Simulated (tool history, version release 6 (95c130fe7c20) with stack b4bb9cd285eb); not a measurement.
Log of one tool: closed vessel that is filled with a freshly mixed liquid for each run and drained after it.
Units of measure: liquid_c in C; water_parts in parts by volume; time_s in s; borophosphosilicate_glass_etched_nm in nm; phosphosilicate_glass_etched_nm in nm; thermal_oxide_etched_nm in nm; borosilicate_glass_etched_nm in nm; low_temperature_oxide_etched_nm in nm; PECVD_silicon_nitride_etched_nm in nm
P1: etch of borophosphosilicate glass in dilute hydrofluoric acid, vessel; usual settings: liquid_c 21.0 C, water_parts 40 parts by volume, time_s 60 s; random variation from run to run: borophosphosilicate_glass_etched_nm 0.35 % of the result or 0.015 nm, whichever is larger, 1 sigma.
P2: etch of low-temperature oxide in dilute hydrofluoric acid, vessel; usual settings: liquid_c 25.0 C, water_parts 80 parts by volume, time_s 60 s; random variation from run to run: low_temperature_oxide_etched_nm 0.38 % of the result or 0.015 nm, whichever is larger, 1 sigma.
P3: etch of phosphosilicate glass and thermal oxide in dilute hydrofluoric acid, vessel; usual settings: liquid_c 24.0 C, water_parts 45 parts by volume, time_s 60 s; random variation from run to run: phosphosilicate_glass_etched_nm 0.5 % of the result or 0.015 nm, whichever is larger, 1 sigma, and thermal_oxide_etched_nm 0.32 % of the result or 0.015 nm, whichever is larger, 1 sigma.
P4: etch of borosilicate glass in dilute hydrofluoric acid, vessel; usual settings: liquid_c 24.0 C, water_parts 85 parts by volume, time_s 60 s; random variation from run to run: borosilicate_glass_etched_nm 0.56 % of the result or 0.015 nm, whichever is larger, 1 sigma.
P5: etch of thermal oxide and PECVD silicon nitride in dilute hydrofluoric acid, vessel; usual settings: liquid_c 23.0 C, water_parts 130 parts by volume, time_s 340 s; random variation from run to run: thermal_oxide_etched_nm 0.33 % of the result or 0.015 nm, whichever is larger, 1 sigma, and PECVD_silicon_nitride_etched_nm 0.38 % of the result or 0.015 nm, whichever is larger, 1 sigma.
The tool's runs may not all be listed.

run,hour,process,liquid_c,water_parts,time_s,hours since the thermometer was replaced,hours since the hydrofluoric acid flow meter was replaced,borophosphosilicate_glass_etched_nm,phosphosilicate_glass_etched_nm,thermal_oxide_etched_nm,borosilicate_glass_etched_nm,low_temperature_oxide_etched_nm,PECVD_silicon_nitride_etched_nm
1,9.4,P1,21.0,40,60,837.5,437.6,60.243,,,,,
2,19.7,P3,24.0,20,60,847.8,447.9,,200.050,16.7500,,,
3,30.1,P1,27.0,20,60,858.2,458.3,158.570,,,,,
4,39.8,P4,24.0,50,60,867.9,468.0,,,,28.4350,,
5,52.6,P2,25.0,50,60,880.7,480.8,,,,,47.619,
6,61.6,P1,21.0,40,30,889.7,489.8,30.011,,,,,
7,74.6,P3,24.0,45,85,902.7,502.8,,121.120,10.2210,,,
8,87.1,P1,21.0,20,60,915.2,515.3,123.180,,,,,
9,101.0,P1,21.0,40,100,929.1,529.2,100.300,,,,,
10,109.6,P1,21.0,40,60,937.7,537.8,59.954,,,,,
11,122.1,P1,21.0,40,60,950.2,550.3,59.664,,,,,
12,137.9,P4,24.0,85,60,966.0,566.1,,,,15.9800,,
13,149.8,P1,21.0,40,60,977.9,578.0,59.918,,,,,
14,164.6,P5,23.0,130,340,992.7,592.8,,,11.8500,,,5.43890
15,175.2,P5,17.0,130,340,1003.3,603.4,,,9.3215,,,3.65210
16,189.1,P2,25.0,80,60,1017.2,617.3,,,,,28.702,
17,202.7,P5,23.0,50,340,1030.8,630.9,,,33.9590,,,13.91600
18,214.2,P1,17.0,40,60,1042.3,642.4,50.616,,,,,
19,224.7,P1,21.0,60,60,1052.8,652.9,38.840,,,,,
20,235.9,P2,25.0,80,60,1064.0,664.1,,,,,28.668,
21,249.6,P1,26.0,40,60,1077.7,677.8,74.028,,,,,
22,267.5,P4,19.5,85,60,1095.6,695.7,,,,13.3290,,
23,276.0,P2,25.0,80,100,1104.1,704.2,,,,,47.544,
24,293.6,P4,24.0,85,30,1121.7,721.8,,,,7.9495,,
25,310.9,P3,27.5,45,60,1139.0,739.1,,100.130,8.3312,,,
26,320.9,P4,24.0,85,60,1149.0,749.1,,,,16.0480,,
27,328.9,P2,20.5,80,60,1157.0,757.1,,,,,23.829,
28,347.5,P5,23.0,130,30,1175.6,775.7,,,1.0499,,,0.47985
29,361.7,P3,24.0,45,60,1189.8,789.9,,85.419,7.2336,,,
30,374.8,P1,21.0,40,60,1202.9,803.0,59.845,,,,,
31,382.9,P1,21.0,40,60,1211.0,811.1,58.893,,,,,
32,393.1,P1,21.0,40,60,1221.2,821.3,57.846,,,,,
33,401.2,P1,21.0,40,60,1229.3,829.4,57.398,,,,,
34,412.2,P1,21.0,40,60,1240.3,840.4,56.633,,,,,
35,429.0,P1,21.0,40,60,1257.1,857.2,56.375,,,,,
36,440.4,P1,21.0,40,60,1268.5,868.6,56.080,,,,,
37,454.6,P1,21.0,40,60,1282.7,882.8,55.900,,,,,
38,471.6,P1,21.0,40,60,1299.7,899.8,55.658,,,,,

The output of P1 has drifted from where it used to be. Each of the 2 causes below, taken at the size shown beside it, accounts for the log equally well:
A: liquid colder than its thermometer reads (K) = 1.58
B: hydrofluoric acid flow below the setpoint (%) = 6.22
The creep began at about hour 374.8.

Which of the 4 check runs listed below separates the causes, so that each cause would produce a clearly different result? Each run uses one wafer, and its results are marked with question marks.
check 1,488.6,P5,23.0,130,340,,,,,?,,,?
check 2,488.6,P2,25.0,80,60,,,,,,,?,
check 3,488.6,P4,24.0,85,60,,,,,,?,,
check 4,488.6,P3,24.0,45,60,,,,?,?,,,

Check results expected under each cause:
check,result,if A,if B
check 1,thermal_oxide_etched_nm,11.1190,10.9900
check 1,PECVD_silicon_nitride_etched_nm,4.88110,5.08590
check 2,low_temperature_oxide_etched_nm,26.940,26.733
check 3,borosilicate_glass_etched_nm,15.0020,14.8890
check 4,phosphosilicate_glass_etched_nm,80.647,80.454
check 4,thermal_oxide_etched_nm,6.7417,6.7255
Per check, the gap between the least separated pair of causes, taken in the result that splits them most: check 1 4.11 %; check 2 0.77 %; check 3 0.76 %; check 4 0.24 %
Of the check runs offered, only check 1 discriminates between the causes; the rest would read about the same regardless of which cause applies.

Check 1 has now been run. It gave: thermal_oxide_etched_nm 11.0760 nm; PECVD_silicon_nitride_etched_nm 4.86040 nm. Which of the candidate causes is it?

It was cause A: liquid colder than its thermometer reads (K).
